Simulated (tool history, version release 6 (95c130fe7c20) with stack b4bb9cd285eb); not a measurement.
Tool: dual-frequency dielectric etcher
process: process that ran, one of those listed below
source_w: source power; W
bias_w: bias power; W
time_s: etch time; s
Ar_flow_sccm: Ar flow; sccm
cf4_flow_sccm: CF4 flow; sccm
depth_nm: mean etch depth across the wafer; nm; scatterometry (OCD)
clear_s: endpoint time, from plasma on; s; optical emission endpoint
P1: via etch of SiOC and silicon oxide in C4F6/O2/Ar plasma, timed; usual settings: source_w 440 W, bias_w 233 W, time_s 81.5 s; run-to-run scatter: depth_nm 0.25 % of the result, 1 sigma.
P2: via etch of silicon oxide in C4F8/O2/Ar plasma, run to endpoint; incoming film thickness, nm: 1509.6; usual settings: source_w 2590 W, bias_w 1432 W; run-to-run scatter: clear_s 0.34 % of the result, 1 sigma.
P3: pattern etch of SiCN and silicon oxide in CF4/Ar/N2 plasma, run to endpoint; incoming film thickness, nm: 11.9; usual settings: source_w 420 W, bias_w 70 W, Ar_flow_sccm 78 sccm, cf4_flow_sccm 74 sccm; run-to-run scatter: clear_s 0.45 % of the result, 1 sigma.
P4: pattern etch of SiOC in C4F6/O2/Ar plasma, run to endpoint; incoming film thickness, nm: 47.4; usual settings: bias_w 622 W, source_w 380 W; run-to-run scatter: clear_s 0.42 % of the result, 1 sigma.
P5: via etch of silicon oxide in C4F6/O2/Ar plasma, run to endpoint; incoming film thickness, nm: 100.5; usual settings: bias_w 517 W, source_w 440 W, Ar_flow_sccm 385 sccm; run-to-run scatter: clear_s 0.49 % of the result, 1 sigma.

run,hour,process,source_w,bias_w,time_s,Ar_flow_sccm,cf4_flow_sccm,hours since the last wet clean,hours since the last source power generator calibration,hours since the last bias power generator calibration,depth_nm,clear_s
1,12.6,P1,440,233,81.5,,,309.3,2506,3040.8,106.27,
2,22.8,P2,2590,1432,,,,319.5,2516.2,3051,,295.87
3,33.4,P1,440,233,81.5,,,330.1,2526.8,3061.6,105.39,
# hour 41.1: source power generator calibrated
4,45.8,P3,340,70,,78,74,342.5,4.8,3074,,16.48
5,60.9,P1,570,233,81.5,,,357.6,19.9,3089.1,117.02,
6,68.8,P3,420,90,,78,74,365.5,27.8,3097,,12.528
7,79.1,P5,440,517,,385,,375.8,38.1,3107.3,,21.29
8,94.3,P2,2590,1432,,,,391,53.3,3122.5,,295.33
9,109,P1,440,233,53.5,,,405.7,68,3137.2,69.936,
10,121.5,P4,380,622,,,,418.2,80.5,3149.7,,15.538
11,130.6,P1,440,233,81.5,,,427.3,89.6,3158.8,105.79,
12,146.5,P5,440,517,,385,,443.2,105.5,3174.7,,21.377
13,162.6,P5,440,517,,239,,459.3,121.6,3190.8,,20.157
14,174,P3,420,70,,55,74,470.7,133,3202.2,,13.06
15,184.5,P5,260,517,,385,,481.2,143.5,3212.7,,25.923
16,193.4,P1,440,326,81.5,,,490.1,152.4,3221.6,118.96,
17,209.1,P1,440,233,81.5,,,505.8,168.1,3237.3,105.82,
18,220.9,P3,420,70,,78,74,517.6,179.9,3249.1,,13.628
19,235.7,P2,3460,1432,,,,532.4,194.7,3263.9,,262.03
20,251.9,P4,260,622,,,,548.6,210.9,3280.1,,17.863
21,262.7,P3,420,70,,78,102,559.4,221.7,3290.9,,13.171
22,273.2,P5,440,358,,385,,569.9,232.2,3301.4,,24.37
23,283.2,P1,440,233,81.5,,,579.9,242.2,3311.4,105.4,
24,299,P4,380,848,,,,595.7,258,3327.2,,13.891
25,314.7,P3,420,70,,78,74,611.4,273.7,3342.9,,13.671
26,325.3,P1,310,233,81.5,,,622,284.3,3353.5,92.446,
27,334.2,P1,440,233,114.5,,,630.9,293.2,3362.4,148.04,
28,345.8,P2,2590,1963,,,,642.5,304.8,3374,,271.62
29,361.3,P1,440,185,81.5,,,658,320.3,3389.5,98.114,
30,368.8,P1,290,147,81.5,,,665.5,327.8,3397,77.315,
31,380.1,P1,440,233,81.5,,,676.8,339.1,3408.3,106.23,
32,395.9,P1,440,233,81.5,,,692.6,354.9,3424.1,106.94,
33,410.4,P1,440,233,81.5,,,707.1,369.4,3438.6,106.86,
34,418.7,P1,440,233,81.5,,,715.4,377.7,3446.9,107.13,
35,427.9,P1,440,233,81.5,,,724.6,386.9,3456.1,106.97,
36,437.9,P1,440,233,81.5,,,734.6,396.9,3466.1,107.77,
37,447.6,P1,440,233,81.5,,,744.3,406.6,3475.8,107.57,
# hour 449.6: wet clean of the chamber
38,455.3,P1,440,233,81.5,,,5.7,414.3,3483.5,107.49,
39,464.7,P1,440,233,81.5,,,15.1,423.7,3492.9,106.78,
40,476.7,P1,440,233,81.5,,,27.1,435.7,3504.9,107.41,
41,485.3,P1,440,233,81.5,,,35.7,444.3,3513.5,107.43,

What P1 gives has crept away from where it was. These 2 causes fit the log equally well, each at the size given:
A: source power that arrives over what is set, % = 3.83
B: bias power that arrives over what is set, % = 4.35
The creep began at about hour 380.1.
Why every other cause is out:
chamber walls in a state that raises the etch rate, %: serviced at hour 449.6, which brought nothing back

4 check runs are offered, each on 3 wafers whose results are averaged, their results left as question marks. Which one tells the causes apart?
check 1,493.9,P2,2590,1694,,,,,,,,?
check 2,493.9,P3,420,70,,78,102,,,,,?
check 3,493.9,P4,280,622,,,,,,,,?
check 4,493.9,P5,330,429,,385,,,,,,?

What each check would give under each cause:
check,result,if A,if B
check 1,clear_s,277.54,278.57
check 2,clear_s,12.676,12.936
check 3,clear_s,17.217,17.165
check 4,clear_s,25.037,24.991
How far apart the two closest causes lie, in the result that separates them most: check 1 0.37 %; check 2 2.03 %; check 3 0.3 %; check 4 0.19 %
Check 2 tells the causes apart: in the others they would give nearly the same result.

Then check 2 was run and gave: clear_s 13.005 s. Which cause is it?

It is B: bias power that arrives over what is set, %.

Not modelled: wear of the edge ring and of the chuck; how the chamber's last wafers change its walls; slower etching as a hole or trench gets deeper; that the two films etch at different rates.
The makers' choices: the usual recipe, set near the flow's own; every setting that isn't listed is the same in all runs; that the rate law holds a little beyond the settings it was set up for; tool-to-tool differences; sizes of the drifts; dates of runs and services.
